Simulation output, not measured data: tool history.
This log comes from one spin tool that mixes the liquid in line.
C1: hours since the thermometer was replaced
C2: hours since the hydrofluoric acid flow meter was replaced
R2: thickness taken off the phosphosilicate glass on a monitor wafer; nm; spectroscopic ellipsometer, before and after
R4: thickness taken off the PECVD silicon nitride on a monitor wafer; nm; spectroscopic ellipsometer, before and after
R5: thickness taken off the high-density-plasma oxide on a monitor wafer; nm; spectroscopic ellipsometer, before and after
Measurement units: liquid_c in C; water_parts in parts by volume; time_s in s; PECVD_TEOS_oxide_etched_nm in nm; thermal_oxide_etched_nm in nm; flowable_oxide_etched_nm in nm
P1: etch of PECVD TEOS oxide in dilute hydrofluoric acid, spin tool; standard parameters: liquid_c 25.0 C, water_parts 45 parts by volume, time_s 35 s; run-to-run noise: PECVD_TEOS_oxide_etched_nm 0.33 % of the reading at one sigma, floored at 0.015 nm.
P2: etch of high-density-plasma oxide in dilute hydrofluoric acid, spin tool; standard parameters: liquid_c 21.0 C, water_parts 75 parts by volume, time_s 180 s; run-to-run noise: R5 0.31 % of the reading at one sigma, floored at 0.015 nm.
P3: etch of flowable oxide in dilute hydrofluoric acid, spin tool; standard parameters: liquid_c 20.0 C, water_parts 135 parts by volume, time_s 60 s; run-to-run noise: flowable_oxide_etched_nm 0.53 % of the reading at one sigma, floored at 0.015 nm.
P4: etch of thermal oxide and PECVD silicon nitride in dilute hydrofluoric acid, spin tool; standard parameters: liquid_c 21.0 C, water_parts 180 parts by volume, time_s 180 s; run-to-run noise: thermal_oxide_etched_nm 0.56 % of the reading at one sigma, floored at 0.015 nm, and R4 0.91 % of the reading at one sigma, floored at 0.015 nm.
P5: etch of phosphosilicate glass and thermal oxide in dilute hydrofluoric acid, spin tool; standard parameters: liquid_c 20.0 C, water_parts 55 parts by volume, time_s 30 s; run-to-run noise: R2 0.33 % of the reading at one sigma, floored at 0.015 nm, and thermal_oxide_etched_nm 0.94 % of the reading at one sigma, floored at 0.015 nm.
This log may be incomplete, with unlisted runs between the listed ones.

run 1 hour=15.4 | process=P1 liquid_c=25.0 water_parts=45 time_s=35 | C1=752.7 C2=171.9 | PECVD_TEOS_oxide_etched_nm=8.2375
run 2 hour=30.3 | process=P5 liquid_c=17.0 water_parts=55 time_s=30 | C1=767.6 C2=186.8 | R2=29.854 thermal_oxide_etched_nm=1.9959
run 3 hour=38.5 | process=P4 liquid_c=21.0 water_parts=180 time_s=95 | C1=775.8 C2=195.0 | thermal_oxide_etched_nm=2.0238 R4=1.2719
run 4 hour=54.3 | process=P1 liquid_c=25.0 water_parts=45 time_s=35 | C1=791.6 C2=210.8 | PECVD_TEOS_oxide_etched_nm=8.2967
run 5 hour=65.6 | process=P2 liquid_c=21.0 water_parts=75 time_s=85 | C1=802.9 C2=222.1 | R5=7.9461
run 6 hour=75.7 | process=P1 liquid_c=25.0 water_parts=45 time_s=35 | C1=813.0 C2=232.2 | PECVD_TEOS_oxide_etched_nm=8.2784
run 7 hour=90.0 | process=P1 liquid_c=32.5 water_parts=45 time_s=35 | C1=827.3 C2=246.5 | PECVD_TEOS_oxide_etched_nm=11.1580
run 8 hour=105.7 | process=P1 liquid_c=25.0 water_parts=45 time_s=15 | C1=843.0 C2=262.2 | PECVD_TEOS_oxide_etched_nm=3.5347
run 9 hour=119.6 | process=P1 liquid_c=25.0 water_parts=30 time_s=35 | C1=856.9 C2=276.1 | PECVD_TEOS_oxide_etched_nm=12.6450
run 10 hour=128.9 | process=P1 liquid_c=25.0 water_parts=45 time_s=35 | C1=866.2 C2=285.4 | PECVD_TEOS_oxide_etched_nm=8.2313
run 11 hour=142.8 | process=P5 liquid_c=20.0 water_parts=55 time_s=15 | C1=880.1 C2=299.3 | R2=17.079 thermal_oxide_etched_nm=1.1779
run 12 hour=151.1 | process=P2 liquid_c=21.0 water_parts=75 time_s=180 | C1=888.4 C2=307.6 | R5=16.7550
run 13 hour=160.6 | process=P4 liquid_c=17.0 water_parts=180 time_s=180 | C1=897.9 C2=317.1 | thermal_oxide_etched_nm=3.2958 R4=1.8576
run 14 hour=170.1 | process=P2 liquid_c=21.0 water_parts=110 time_s=180 | C1=907.4 C2=326.6 | R5=11.0670
run 15 hour=177.9 | process=P5 liquid_c=20.0 water_parts=55 time_s=30 | C1=915.2 C2=334.4 | R2=33.915 thermal_oxide_etched_nm=2.2830
run 16 hour=184.8 | process=P1 liquid_c=25.0 water_parts=75 time_s=35 | C1=922.1 C2=341.3 | PECVD_TEOS_oxide_etched_nm=4.7429
run 17 hour=193.2 | process=P2 liquid_c=21.0 water_parts=75 time_s=180 | C1=930.5 C2=349.7 | R5=16.7510
run 18 hour=204.3 | process=P4 liquid_c=21.0 water_parts=250 time_s=180 | C1=941.6 C2=360.8 | thermal_oxide_etched_nm=2.5694 R4=1.8074
run 19 hour=220.0 | process=P2 liquid_c=25.5 water_parts=75 time_s=180 | C1=957.3 C2=376.5 | R5=20.1540
run 20 hour=234.3 | process=P5 liquid_c=20.0 water_parts=20 time_s=30 | C1=971.6 C2=390.8 | R2=97.904 thermal_oxide_etched_nm=6.7356
run 21 hour=243.9 | process=P3 liquid_c=20.0 water_parts=135 time_s=105 | C1=981.2 C2=400.4 | flowable_oxide_etched_nm=23.5090
run 22 hour=255.9 | process=P1 liquid_c=25.0 water_parts=45 time_s=70 | C1=993.2 C2=412.4 | PECVD_TEOS_oxide_etched_nm=16.4620
run 23 hour=270.0 | process=P3 liquid_c=20.0 water_parts=205 time_s=60 | C1=1007.3 C2=426.5 | flowable_oxide_etched_nm=8.1927
run 24 hour=282.0 | process=P1 liquid_c=20.0 water_parts=45 time_s=35 | C1=1019.3 C2=438.5 | PECVD_TEOS_oxide_etched_nm=6.6662
run 25 hour=288.9 | process=P3 liquid_c=20.0 water_parts=135 time_s=60 | C1=1026.2 C2=445.4 | flowable_oxide_etched_nm=13.4850
run 26 hour=296.5 | process=P5 liquid_c=20.0 water_parts=55 time_s=30 | C1=1033.8 C2=453.0 | R2=33.926 thermal_oxide_etched_nm=2.2629
run 27 hour=307.6 | process=P4 liquid_c=21.0 water_parts=180 time_s=180 | C1=1044.9 C2=464.1 | thermal_oxide_etched_nm=3.8739 R4=2.3999
run 28 hour=317.7 | process=P1 liquid_c=29.5 water_parts=65 time_s=35 | C1=1055.0 C2=474.2 | PECVD_TEOS_oxide_etched_nm=6.6060
run 29 hour=328.4 | process=P3 liquid_c=17.0 water_parts=135 time_s=60 | C1=1065.7 C2=484.9 | flowable_oxide_etched_nm=11.8560
run 30 hour=344.2 | process=P1 liquid_c=25.0 water_parts=45 time_s=35 | C1=1081.5 C2=500.7 | PECVD_TEOS_oxide_etched_nm=8.2219
run 31 hour=355.4 | process=P1 liquid_c=25.0 water_parts=45 time_s=35 | C1=1092.7 C2=511.9 | PECVD_TEOS_oxide_etched_nm=8.5747
run 32 hour=365.7 | process=P1 liquid_c=25.0 water_parts=45 time_s=35 | C1=1103.0 C2=522.2 | PECVD_TEOS_oxide_etched_nm=8.7304

Estimate the outcome of run 33 from the log above:
run 33 hour=379.4 | process=P1 liquid_c=25.0 water_parts=45 time_s=35 | C1=1116.7 C2=535.9 | PECVD_TEOS_oxide_etched_nm=?

PECVD_TEOS_oxide_etched_nm: 8.8365 nm

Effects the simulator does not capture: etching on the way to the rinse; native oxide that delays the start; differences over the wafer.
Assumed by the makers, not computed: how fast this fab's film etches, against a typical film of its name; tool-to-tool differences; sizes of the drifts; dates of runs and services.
